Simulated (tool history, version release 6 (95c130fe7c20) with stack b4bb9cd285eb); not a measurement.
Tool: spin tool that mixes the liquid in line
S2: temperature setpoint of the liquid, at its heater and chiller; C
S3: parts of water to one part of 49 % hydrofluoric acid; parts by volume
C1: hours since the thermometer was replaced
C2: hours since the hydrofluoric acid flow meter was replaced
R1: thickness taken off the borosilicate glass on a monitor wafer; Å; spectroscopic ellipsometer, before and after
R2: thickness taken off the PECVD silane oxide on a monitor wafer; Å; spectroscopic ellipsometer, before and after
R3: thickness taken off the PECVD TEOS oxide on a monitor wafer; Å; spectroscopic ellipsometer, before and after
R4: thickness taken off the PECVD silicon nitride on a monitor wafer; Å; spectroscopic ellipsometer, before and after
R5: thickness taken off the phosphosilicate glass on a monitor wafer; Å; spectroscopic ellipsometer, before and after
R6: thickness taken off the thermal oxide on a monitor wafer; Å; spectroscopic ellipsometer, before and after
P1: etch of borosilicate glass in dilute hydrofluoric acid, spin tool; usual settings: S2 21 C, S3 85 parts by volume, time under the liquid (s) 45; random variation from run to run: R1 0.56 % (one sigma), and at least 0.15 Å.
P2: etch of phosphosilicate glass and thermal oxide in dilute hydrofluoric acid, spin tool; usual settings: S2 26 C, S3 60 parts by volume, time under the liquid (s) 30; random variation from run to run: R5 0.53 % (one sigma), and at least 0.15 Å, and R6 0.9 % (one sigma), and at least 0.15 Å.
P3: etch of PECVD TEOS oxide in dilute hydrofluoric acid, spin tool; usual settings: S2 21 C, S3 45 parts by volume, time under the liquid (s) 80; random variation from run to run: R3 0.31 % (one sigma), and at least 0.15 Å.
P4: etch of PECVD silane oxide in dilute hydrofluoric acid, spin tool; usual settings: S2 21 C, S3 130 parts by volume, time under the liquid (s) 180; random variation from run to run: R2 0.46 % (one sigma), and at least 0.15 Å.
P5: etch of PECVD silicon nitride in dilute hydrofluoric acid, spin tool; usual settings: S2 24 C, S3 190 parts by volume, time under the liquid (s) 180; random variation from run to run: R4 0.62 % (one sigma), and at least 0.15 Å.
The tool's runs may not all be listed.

run 1 day=0.262 | process_that_ran=P1 S2=21 S3=85 time_under_the_liquid_(s)=45 | C1=713.4 C2=272.4 | R1=131.17
run 2 day=0.562 | process_that_ran=P4 S2=21 S3=130 time_under_the_liquid_(s)=180 | C1=720.6 C2=279.6 | R2=175.61
run 3 day=0.817 | process_that_ran=P3 S2=21 S3=45 time_under_the_liquid_(s)=80 | C1=726.7 C2=285.7 | R3=144.92
run 4 day=1.108 | process_that_ran=P5 S2=24 S3=190 time_under_the_liquid_(s)=180 | C1=733.7 C2=292.7 | R4=44.031
run 5 day=1.467 | process_that_ran=P1 S2=21 S3=85 time_under_the_liquid_(s)=45 | C1=742.3 C2=301.3 | R1=130.8
run 6 day=1.717 | process_that_ran=P1 S2=21 S3=30 time_under_the_liquid_(s)=45 | C1=748.3 C2=307.3 | R1=399.43
run 7 day=1.992 | process_that_ran=P1 S2=21 S3=125 time_under_the_liquid_(s)=25 | C1=754.9 C2=313.9 | R1=47.65
run 8 day=2.338 | process_that_ran=P2 S2=21 S3=60 time_under_the_liquid_(s)=30 | C1=763.2 C2=322.2 | R5=526.79 R6=21.685
run 9 day=2.754 | process_that_ran=P1 S2=17 S3=85 time_under_the_liquid_(s)=45 | C1=773.2 C2=332.2 | R1=112.43
run 10 day=3.071 | process_that_ran=P2 S2=26 S3=60 time_under_the_liquid_(s)=15 | C1=780.8 C2=339.8 | R5=319.64 R6=13.062
run 11 day=3.329 | process_that_ran=P3 S2=21 S3=45 time_under_the_liquid_(s)=80 | C1=787 C2=346 | R3=145.14
run 12 day=3.775 | process_that_ran=P1 S2=29.5 S3=85 time_under_the_liquid_(s)=45 | C1=797.7 C2=356.7 | R1=187.07
run 13 day=4.167 | process_that_ran=P5 S2=24 S3=190 time_under_the_liquid_(s)=275 | C1=807.1 C2=366.1 | R4=66.678
run 14 day=4.654 | process_that_ran=P5 S2=31.5 S3=190 time_under_the_liquid_(s)=180 | C1=818.8 C2=377.8 | R4=69.622
run 15 day=5.196 | process_that_ran=P5 S2=24 S3=275 time_under_the_liquid_(s)=180 | C1=831.8 C2=390.8 | R4=30.566
run 16 day=5.612 | process_that_ran=P4 S2=21 S3=130 time_under_the_liquid_(s)=15 | C1=841.8 C2=400.8 | R2=14.831
run 17 day=5.912 | process_that_ran=P3 S2=21 S3=70 time_under_the_liquid_(s)=80 | C1=849 C2=408 | R3=90.537
run 18 day=6.379 | process_that_ran=P5 S2=24 S3=190 time_under_the_liquid_(s)=180 | C1=860.2 C2=419.2 | R4=43.548
run 19 day=6.829 | process_that_ran=P2 S2=26 S3=60 time_under_the_liquid_(s)=30 | C1=871 C2=430 | R5=637.38 R6=25.997
run 20 day=7.221 | process_that_ran=P3 S2=17 S3=45 time_under_the_liquid_(s)=80 | C1=880.4 C2=439.4 | R3=122.09
run 21 day=7.675 | process_that_ran=P1 S2=21 S3=140 time_under_the_liquid_(s)=45 | C1=891.3 C2=450.3 | R1=75.564
run 22 day=8.092 | process_that_ran=P1 S2=21 S3=85 time_under_the_liquid_(s)=85 | C1=901.3 C2=460.3 | R1=250.19
run 23 day=8.379 | process_that_ran=P3 S2=21 S3=45 time_under_the_liquid_(s)=35 | C1=908.2 C2=467.2 | R3=63.587
run 24 day=8.758 | process_that_ran=P4 S2=27.5 S3=130 time_under_the_liquid_(s)=180 | C1=917.3 C2=476.3 | R2=224.2
run 25 day=9.138 | process_that_ran=P2 S2=26 S3=110 time_under_the_liquid_(s)=30 | C1=926.4 C2=485.4 | R5=331.63 R6=13.24
run 26 day=9.583 | process_that_ran=P1 S2=21 S3=85 time_under_the_liquid_(s)=45 | C1=937.1 C2=496.1 | R1=130.85
run 27 day=10.071 | process_that_ran=P1 S2=21 S3=85 time_under_the_liquid_(s)=20 | C1=948.8 C2=507.8 | R1=59.122
run 28 day=10.346 | process_that_ran=P1 S2=21 S3=85 time_under_the_liquid_(s)=45 | C1=955.4 C2=514.4 | R1=131.97
run 29 day=10.6 | process_that_ran=P4 S2=21 S3=220 time_under_the_liquid_(s)=180 | C1=961.5 C2=520.5 | R2=93.661
run 30 day=11.125 | process_that_ran=P1 S2=21 S3=85 time_under_the_liquid_(s)=45 | C1=974.1 C2=533.1 | R1=131.75
run 31 day=11.412 | process_that_ran=P1 S2=21 S3=85 time_under_the_liquid_(s)=45 | C1=981 C2=540 | R1=137.06
run 32 day=11.792 | process_that_ran=P1 S2=21 S3=85 time_under_the_liquid_(s)=45 | C1=990.1 C2=549.1 | R1=139.91
run 33 day=12.058 | process_that_ran=P1 S2=21 S3=85 time_under_the_liquid_(s)=45 | C1=996.5 C2=555.5 | R1=141.89
run 34 day=12.312 | process_that_ran=P1 S2=21 S3=85 time_under_the_liquid_(s)=45 | C1=1002.6 C2=561.6 | R1=141.69
run 35 day=12.825 | process_that_ran=P1 S2=21 S3=85 time_under_the_liquid_(s)=45 | C1=1014.9 C2=573.9 | R1=143.2
run 36 day=13.312 | process_that_ran=P1 S2=21 S3=85 time_under_the_liquid_(s)=45 | C1=1026.6 C2=585.6 | R1=142.26

What P1 gives has crept away from where it was. These 2 causes fit the log equally well, each at the size given:
A: liquid hotter than its thermometer reads (K) = 1.98
B: hydrofluoric acid flow above the setpoint (%) = 7.63
The creep began at about day 11.125.

4 check runs are offered, one wafer each, their results left as question marks. Which one tells the causes apart?
run check 1 day=13.8 | process_that_ran=P4 S2=21 S3=130 time_under_the_liquid_(s)=180 | R2=?
run check 2 day=13.8 | process_that_ran=P2 S2=26 S3=60 time_under_the_liquid_(s)=30 | R5=? R6=?
run check 3 day=13.8 | process_that_ran=P3 S2=21 S3=45 time_under_the_liquid_(s)=80 | R3=?
run check 4 day=13.8 | process_that_ran=P5 S2=24 S3=190 time_under_the_liquid_(s)=180 | R4=?

What each check would give under each cause:
check=check_1 result=R2 if_A=188.43 if_B=189.46
check=check_2 result=R5 if_A=695.36 if_B=695.65
check=check_2 result=R6 if_A=28.378 if_B=28.39
check=check_3 result=R3 if_A=157.46 if_B=156.58
check=check_4 result=R4 if_A=49.618 if_B=47.114
How far apart the two closest causes lie, in the result that separates them most: check 1 0.54 %; check 2 0.04 %; check 3 0.56 %; check 4 5.18 %
Only check 4 tells the causes apart: in the others they would give nearly the same result.

Then check 4 was run and gave: R4 46.953 Å. Which cause is it?

It is B: hydrofluoric acid flow above the setpoint (%).
